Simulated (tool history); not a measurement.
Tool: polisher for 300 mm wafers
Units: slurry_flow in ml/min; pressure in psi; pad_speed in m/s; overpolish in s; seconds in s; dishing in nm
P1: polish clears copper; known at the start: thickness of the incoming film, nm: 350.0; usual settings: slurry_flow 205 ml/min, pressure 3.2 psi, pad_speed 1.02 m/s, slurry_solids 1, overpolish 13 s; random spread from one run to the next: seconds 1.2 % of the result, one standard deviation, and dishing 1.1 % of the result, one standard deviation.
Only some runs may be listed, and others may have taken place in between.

| run | hour | slurry_flow | pressure | pad_speed | slurry_solids | overpolish | seconds | dishing |
|---|---|---|---|---|---|---|---|---|
| 1 | 12.7 | 205 | 3.2 | 1.02 | 1 | 13 | 116.37 | 29.645 |
| 2 | 19.8 | 265 | 3.2 | 1.02 | 1 | 13 | 113.76 | 29.959 |
| 3 | 27.5 | 205 | 3.2 | 1.02 | 1 | 24 | 116.28 | 49.399 |
| 4 | 35.7 | 205 | 3.2 | 1.02 | 1 | 13 | 118.02 | 29.151 |
| 5 | 44.9 | 205 | 3.2 | 1.02 | 1 | 13 | 117.17 | 29.272 |
| 6 | 56.3 | 205 | 3.2 | 1.02 | 0.5 | 13 | 131.94 | 25.675 |
| 7 | 68.3 | 205 | 4.2 | 1.02 | 1 | 13 | 88.708 | 37.688 |
| 8 | 79.2 | 205 | 3.2 | 0.62 | 1 | 13 | 193.4 | 18.521 |
| 9 | 89.5 | 205 | 3.2 | 1.02 | 1 | 13 | 117.96 | 29.977 |
| 10 | 95.5 | 205 | 1.8 | 1.02 | 1 | 13 | 201.71 | 17.079 |
| 11 | 104.8 | 205 | 3.2 | 1.48 | 1 | 13 | 80.436 | 41.452 |
| 12 | 116.4 | 135 | 3.2 | 1.02 | 1 | 22 | 124.24 | 44.051 |
|  | 116.9 | worn pad replaced by a new one |
| 13 | 127.3 | 205 | 3.2 | 1.02 | 1 | 13 | 115.61 | 29.529 |

The next listed run, before its measurement:
| 14 | 137.2 | 205 | 3.2 | 1.02 | 1 | 4 | ? | ? |

{"run 14": {"seconds": 115.86, "dishing": 9.6656}}
